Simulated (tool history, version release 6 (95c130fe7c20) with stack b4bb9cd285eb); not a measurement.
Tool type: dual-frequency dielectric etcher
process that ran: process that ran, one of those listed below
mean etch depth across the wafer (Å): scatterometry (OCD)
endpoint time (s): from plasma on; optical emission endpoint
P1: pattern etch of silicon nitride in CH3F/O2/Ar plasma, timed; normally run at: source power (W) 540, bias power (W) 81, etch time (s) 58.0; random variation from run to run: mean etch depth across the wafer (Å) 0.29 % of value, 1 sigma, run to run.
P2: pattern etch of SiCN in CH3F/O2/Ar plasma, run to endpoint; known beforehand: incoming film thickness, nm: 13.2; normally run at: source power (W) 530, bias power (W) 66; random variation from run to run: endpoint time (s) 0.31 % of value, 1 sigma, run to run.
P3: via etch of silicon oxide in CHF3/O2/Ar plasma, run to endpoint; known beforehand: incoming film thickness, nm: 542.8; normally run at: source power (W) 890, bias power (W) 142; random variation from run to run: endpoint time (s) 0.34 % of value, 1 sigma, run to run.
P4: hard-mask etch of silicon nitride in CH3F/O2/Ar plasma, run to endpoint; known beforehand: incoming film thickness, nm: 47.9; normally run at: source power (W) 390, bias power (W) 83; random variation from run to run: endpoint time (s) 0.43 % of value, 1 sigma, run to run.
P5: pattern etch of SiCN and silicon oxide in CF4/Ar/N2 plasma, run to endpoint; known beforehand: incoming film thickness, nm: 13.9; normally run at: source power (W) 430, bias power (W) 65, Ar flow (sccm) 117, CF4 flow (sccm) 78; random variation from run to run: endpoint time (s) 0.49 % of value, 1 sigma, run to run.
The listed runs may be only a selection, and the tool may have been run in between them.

| run | hour | process that ran | source power (W) | bias power (W) | etch time (s) | Ar flow (sccm) | CF4 flow (sccm) | hours since the last wet clean | hours since the last source power generator calibration | hours since the last bias power generator calibration | mean etch depth across the wafer (Å) | endpoint time (s) |
|---|---|---|---|---|---|---|---|---|---|---|---|---|
| 1 | 12.2 | P1 | 540 | 81 | 58.0 |  |  | 157.1 | 703.0 | 3074.8 | 473.82 |  |
| 2 | 25.8 | P5 | 430 | 65 |  | 117 | 78 | 170.7 | 716.6 | 3088.4 |  | 16.725 |
| 3 | 32.6 | P3 | 550 | 142 |  |  |  | 177.5 | 723.4 | 3095.2 |  | 313.370 |
| 4 | 41.5 | P4 | 390 | 83 |  |  |  | 186.4 | 732.3 | 3104.1 |  | 66.718 |
| 5 | 54.2 | P1 | 540 | 81 | 42.5 |  |  | 199.1 | 745.0 | 3116.8 | 349.62 |  |
| 6 | 67.0 | P4 | 390 | 83 |  |  |  | 211.9 | 757.8 | 3129.6 |  | 66.417 |
| 7 | 75.3 | P5 | 430 | 65 |  | 117 | 78 | 220.2 | 766.1 | 3137.9 |  | 16.695 |
| 8 | 82.8 | P5 | 430 | 65 |  | 143 | 78 | 227.7 | 773.6 | 3145.4 |  | 17.285 |
| 9 | 92.5 | P1 | 540 | 81 | 58.0 |  |  | 237.4 | 783.3 | 3155.1 | 475.65 |  |
| 10 | 101.4 | P1 | 540 | 81 | 58.0 |  |  | 246.3 | 792.2 | 3164.0 | 475.42 |  |
| 11 | 115.7 | P2 | 530 | 66 |  |  |  | 260.6 | 806.5 | 3178.3 |  | 33.727 |
| 12 | 123.0 | P4 | 300 | 83 |  |  |  | 267.9 | 813.8 | 3185.6 |  | 73.271 |
| 13 | 134.8 | P1 | 650 | 81 | 34.0 |  |  | 279.7 | 825.6 | 3197.4 | 298.81 |  |
|  | 142.1 | wet clean of the chamber |
| 14 | 146.0 | P1 | 540 | 81 | 73.0 |  |  | 3.9 | 836.8 | 3208.6 | 597.60 |  |
| 15 | 156.3 | P5 | 350 | 65 |  | 117 | 78 | 14.2 | 847.1 | 3218.9 |  | 20.017 |
| 16 | 165.1 | P1 | 540 | 81 | 58.0 |  |  | 23.0 | 855.9 | 3227.7 | 474.73 |  |
| 17 | 176.9 | P1 | 540 | 81 | 58.0 |  |  | 34.8 | 867.7 | 3239.5 | 476.54 |  |
| 18 | 191.0 | P1 | 540 | 95 | 74.5 |  |  | 48.9 | 881.8 | 3253.6 | 644.41 |  |
| 19 | 201.5 | P1 | 410 | 81 | 58.0 |  |  | 59.4 | 892.3 | 3264.1 | 428.40 |  |
| 20 | 208.8 | P3 | 890 | 183 |  |  |  | 66.7 | 899.6 | 3271.4 |  | 238.750 |
| 21 | 221.5 | P1 | 440 | 56 | 58.0 |  |  | 79.4 | 912.3 | 3284.1 | 387.55 |  |
| 22 | 230.9 | P2 | 530 | 81 |  |  |  | 88.8 | 921.7 | 3293.5 |  | 31.338 |
| 23 | 245.2 | P4 | 390 | 48 |  |  |  | 103.1 | 936.0 | 3307.8 |  | 79.721 |
| 24 | 260.5 | P3 | 890 | 142 |  |  |  | 118.4 | 951.3 | 3323.1 |  | 259.590 |
| 25 | 272.6 | P2 | 700 | 66 |  |  |  | 130.5 | 963.4 | 3335.2 |  | 30.486 |
| 26 | 287.0 | P5 | 430 | 65 |  | 117 | 109 | 144.9 | 977.8 | 3349.6 |  | 15.983 |
| 27 | 295.2 | P1 | 540 | 81 | 58.0 |  |  | 153.1 | 986.0 | 3357.8 | 472.44 |  |
| 28 | 303.9 | P5 | 430 | 78 |  | 117 | 78 | 161.8 | 994.7 | 3366.5 |  | 15.748 |
| 29 | 316.9 | P1 | 540 | 106 | 58.0 |  |  | 174.8 | 1007.7 | 3379.5 | 523.37 |  |
| 30 | 329.7 | P1 | 540 | 61 | 58.0 |  |  | 187.6 | 1020.5 | 3392.3 | 431.98 |  |
| 31 | 344.2 | P1 | 680 | 81 | 58.0 |  |  | 202.1 | 1035.0 | 3406.8 | 516.85 |  |
| 32 | 357.9 | P2 | 530 | 66 |  |  |  | 215.8 | 1048.7 | 3420.5 |  | 33.883 |
| 33 | 371.5 | P1 | 540 | 81 | 58.0 |  |  | 229.4 | 1062.3 | 3434.1 | 475.59 |  |
| 34 | 381.5 | P1 | 540 | 81 | 58.0 |  |  | 239.4 | 1072.3 | 3444.1 | 471.60 |  |
| 35 | 388.9 | P1 | 540 | 81 | 58.0 |  |  | 246.8 | 1079.7 | 3451.5 | 471.11 |  |
| 36 | 396.7 | P1 | 540 | 81 | 58.0 |  |  | 254.6 | 1087.5 | 3459.3 | 470.77 |  |
| 37 | 404.5 | P1 | 540 | 81 | 58.0 |  |  | 262.4 | 1095.3 | 3467.1 | 470.29 |  |
| 38 | 415.0 | P1 | 540 | 81 | 58.0 |  |  | 272.9 | 1105.8 | 3477.6 | 466.55 |  |
|  | 417.8 | wet clean of the chamber |
| 39 | 426.7 | P1 | 540 | 81 | 58.0 |  |  | 8.9 | 1117.5 | 3489.3 | 468.80 |  |
| 40 | 441.7 | P1 | 540 | 81 | 58.0 |  |  | 23.9 | 1132.5 | 3504.3 | 468.75 |  |
| 41 | 456.0 | P1 | 540 | 81 | 58.0 |  |  | 38.2 | 1146.8 | 3518.6 | 468.64 |  |

The log shows P1 creeping away from where it was. Any of the 2 causes listed here, at the size stated for it, fits the log just as well as the others:
A: bias power that arrives under what is set, % = 4.4
B: source power that arrives under what is set, % = 3.98
The onset of the drift is placed at about hour 371.5.
Each remaining cause and why it is not a fit:
chamber walls in a state that lowers the etch rate, %: serviced after onset, at hour 417.8, with no recovery of the prior output

Of the 4 check runs below, each run on 3 wafers with the results averaged and each result still a question mark, which one would tell the listed causes apart?
| check 1 | 470.3 | P5 | 430 | 65 |  | 117 | 78 |  |  |  |  | ? |
| check 2 | 470.3 | P3 | 890 | 142 |  |  |  |  |  |  |  | ? |
| check 3 | 470.3 | P4 | 390 | 83 |  |  |  |  |  |  |  | ? |
| check 4 | 470.3 | P2 | 530 | 66 |  |  |  |  |  |  |  | ? |

Predicted outcomes, by check and by cause:
| check | result | if A | if B |
|---|---|---|---|
| check 1 | endpoint time (s) | 16.953 | 17.311 |
| check 2 | endpoint time (s) | 263.060 | 263.600 |
| check 3 | endpoint time (s) | 67.749 | 67.708 |
| check 4 | endpoint time (s) | 34.410 | 34.420 |
Per-check spread between the two closest causes, in the result where they differ most: check 1 2.09 %; check 2 0.2 %; check 3 0.06 %; check 4 0.03 %
Only check 1 tells the causes apart: in the others they would give nearly the same result.

With check 1 done, the readings were: endpoint time (s) 16.894. Identify which of the listed causes applies.

The correct cause is A, namely: bias power that arrives under what is set, %.

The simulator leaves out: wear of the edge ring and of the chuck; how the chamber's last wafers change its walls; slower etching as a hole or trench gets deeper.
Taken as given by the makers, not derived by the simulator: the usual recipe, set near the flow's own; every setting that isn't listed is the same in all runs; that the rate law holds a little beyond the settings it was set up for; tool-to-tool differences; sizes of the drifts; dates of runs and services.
